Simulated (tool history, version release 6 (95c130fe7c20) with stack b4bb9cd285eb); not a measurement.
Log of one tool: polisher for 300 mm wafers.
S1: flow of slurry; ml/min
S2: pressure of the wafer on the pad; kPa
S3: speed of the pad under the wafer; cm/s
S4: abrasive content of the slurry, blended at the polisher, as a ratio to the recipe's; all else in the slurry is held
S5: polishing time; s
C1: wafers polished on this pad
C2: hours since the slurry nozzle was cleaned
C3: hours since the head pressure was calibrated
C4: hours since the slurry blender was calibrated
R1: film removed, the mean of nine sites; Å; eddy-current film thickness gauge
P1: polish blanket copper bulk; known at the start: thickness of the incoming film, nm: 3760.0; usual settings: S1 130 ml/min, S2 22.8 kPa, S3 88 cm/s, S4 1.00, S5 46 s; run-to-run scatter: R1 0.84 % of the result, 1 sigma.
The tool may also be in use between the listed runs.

run	hour	S1	S2	S3	S4	S5	C1	C2	C3	C4	R1
1	9.0	130	22.8	88	1.00	46	376	195.1	325.0	257.7	3830.7
2	21.4	80	22.8	88	1.00	46	483	207.5	337.4	270.1	3444.5
3	29.1	130	22.8	88	1.00	46	550	215.2	345.1	277.8	3935.8
4	44.8	180	22.8	88	1.00	46	685	230.9	360.8	293.5	4105.6
5	58.5	130	22.8	88	1.00	46	804	244.6	374.5	307.2	3849.2
6	68.8	130	22.8	88	1.00	70	893	254.9	384.8	317.5	5927.1
7	78.1	130	35.9	88	1.00	46	973	264.2	394.1	326.8	6175.9
8	87.4	130	22.8	88	0.55	46	1053	273.5	403.4	336.1	3458.4
9	102.6	130	22.8	88	1.00	46	1185	288.7	418.6	351.3	3819.9
10	110.4	130	22.8	88	1.00	46	1252	296.5	426.4	359.1	3887.3
11	125.8	130	22.8	40	1.00	46	1385	311.9	441.8	374.5	1766.0
12	135.9	85	31.0	88	1.00	46	1472	322.0	451.9	384.6	4669.6
13	150.8	80	22.8	88	1.00	21	1601	336.9	466.8	399.5	1578.8
14	161.3	130	22.8	88	1.00	28	1692	347.4	477.3	410.0	2319.6
15	171.4	130	13.8	88	1.00	46	1779	357.5	487.4	420.1	2351.8
16	181.8	130	22.8	88	1.40	46	1869	367.9	497.8	430.5	4194.0
17	197.3	130	22.8	130	1.00	46	2003	383.4	513.3	446.0	5742.2
18	209.7	100	12.4	88	1.00	46	2110	395.8	525.7	458.4	1966.5
19	221.5	130	22.8	88	1.00	46	2212	407.6	537.5	470.2	3851.7
20	229.8	130	22.8	88	1.00	46	2284	415.9	545.8	478.5	3719.0
21	245.0	130	22.8	88	1.00	46	2415	431.1	561.0	493.7	3677.0
# hour 250.9: slurry blender recalibrated
# hour 251.0: head pressure recalibrated
22	255.8	130	22.8	88	1.00	46	2508	441.9	4.8	4.9	3647.6
23	265.3	130	22.8	88	1.00	46	2590	451.4	14.3	14.4	3586.4

Run 24 comes next. What will it give?
24	276.6	130	22.8	88	1.00	46	2688	462.7	25.6	25.7	?

R1: 3603.1 Å

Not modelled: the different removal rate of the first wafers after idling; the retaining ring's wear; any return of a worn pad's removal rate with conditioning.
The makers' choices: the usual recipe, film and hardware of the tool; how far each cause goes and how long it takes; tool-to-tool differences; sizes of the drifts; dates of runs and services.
